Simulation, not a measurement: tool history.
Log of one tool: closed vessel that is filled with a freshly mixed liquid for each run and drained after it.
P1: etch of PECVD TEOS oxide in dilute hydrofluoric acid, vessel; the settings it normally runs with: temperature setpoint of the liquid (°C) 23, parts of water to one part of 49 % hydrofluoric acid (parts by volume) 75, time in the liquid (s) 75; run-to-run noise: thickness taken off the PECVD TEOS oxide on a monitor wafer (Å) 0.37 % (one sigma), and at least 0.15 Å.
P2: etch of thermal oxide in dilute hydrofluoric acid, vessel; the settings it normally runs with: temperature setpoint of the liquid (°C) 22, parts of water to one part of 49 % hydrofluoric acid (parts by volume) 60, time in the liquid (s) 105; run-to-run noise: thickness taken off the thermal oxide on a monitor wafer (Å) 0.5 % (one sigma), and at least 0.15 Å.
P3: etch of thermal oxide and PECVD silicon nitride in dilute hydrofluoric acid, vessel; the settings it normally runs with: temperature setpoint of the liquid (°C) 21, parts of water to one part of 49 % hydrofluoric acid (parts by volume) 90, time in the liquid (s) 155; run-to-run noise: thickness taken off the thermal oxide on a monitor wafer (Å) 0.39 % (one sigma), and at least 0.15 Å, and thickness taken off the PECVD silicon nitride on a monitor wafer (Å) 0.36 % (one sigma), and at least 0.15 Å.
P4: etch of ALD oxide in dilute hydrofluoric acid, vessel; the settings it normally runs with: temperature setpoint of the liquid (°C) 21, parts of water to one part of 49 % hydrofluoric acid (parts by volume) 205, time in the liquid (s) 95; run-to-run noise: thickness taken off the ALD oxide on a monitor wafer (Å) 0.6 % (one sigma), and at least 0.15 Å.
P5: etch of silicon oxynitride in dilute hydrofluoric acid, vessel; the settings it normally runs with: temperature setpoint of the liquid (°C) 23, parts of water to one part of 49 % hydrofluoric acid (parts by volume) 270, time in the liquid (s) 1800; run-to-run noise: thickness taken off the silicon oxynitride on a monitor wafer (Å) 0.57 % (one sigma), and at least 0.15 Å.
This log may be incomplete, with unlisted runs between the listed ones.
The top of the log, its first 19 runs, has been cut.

run,hour,process that ran,temperature setpoint of the liquid (°C),parts of water to one part of 49 % hydrofluoric acid (parts by volume),time in the liquid (s),hours since the thermometer was replaced,hours since the hydrofluoric acid flow meter was replaced,thickness taken off the PECVD TEOS oxide on a monitor wafer (Å),thickness taken off the ALD oxide on a monitor wafer (Å),thickness taken off the thermal oxide on a monitor wafer (Å),thickness taken off the PECVD silicon nitride on a monitor wafer (Å),thickness taken off the silicon oxynitride on a monitor wafer (Å)
20,82.4,P3,21,90,310,52.9,1512.7,,,152.35,156.89,
21,86,P1,23,75,135,56.5,1516.3,158.82,,,,
22,90.7,P1,27.5,75,105,61.2,1521,148.14,,,,
23,95.6,P3,21,90,155,66.1,1525.9,,,75.691,78.542,
24,99.2,P4,21,205,95,69.7,1529.5,,43.925,,,
25,104.3,P4,21,205,95,74.8,1534.6,,44.514,,,
26,109.5,P1,23,75,30,80,1539.8,35.135,,,,
27,112,P5,23,270,465,82.5,1542.3,,,,,27.467
28,115.3,P3,17,90,155,85.8,1545.6,,,63.77,59.665,
29,120.1,P5,23,110,1800,90.6,1550.4,,,,,292.44
30,125.4,P2,22,20,105,95.9,1555.7,,,243.17,,
31,129.5,P1,23,75,75,100,1559.8,88.758,,,,
32,132.5,P1,23,75,75,103,1562.8,86.456,,,,
33,137.2,P1,23,75,75,107.7,1567.5,85.054,,,,
34,140.7,P1,23,75,75,111.2,1571,83.593,,,,

Run 35 has not been measured yet. What should we expect?
35,145.6,P1,23,75,75,116.1,1575.9,?,,,,

thickness taken off the PECVD TEOS oxide on a monitor wafer (Å): 83.147

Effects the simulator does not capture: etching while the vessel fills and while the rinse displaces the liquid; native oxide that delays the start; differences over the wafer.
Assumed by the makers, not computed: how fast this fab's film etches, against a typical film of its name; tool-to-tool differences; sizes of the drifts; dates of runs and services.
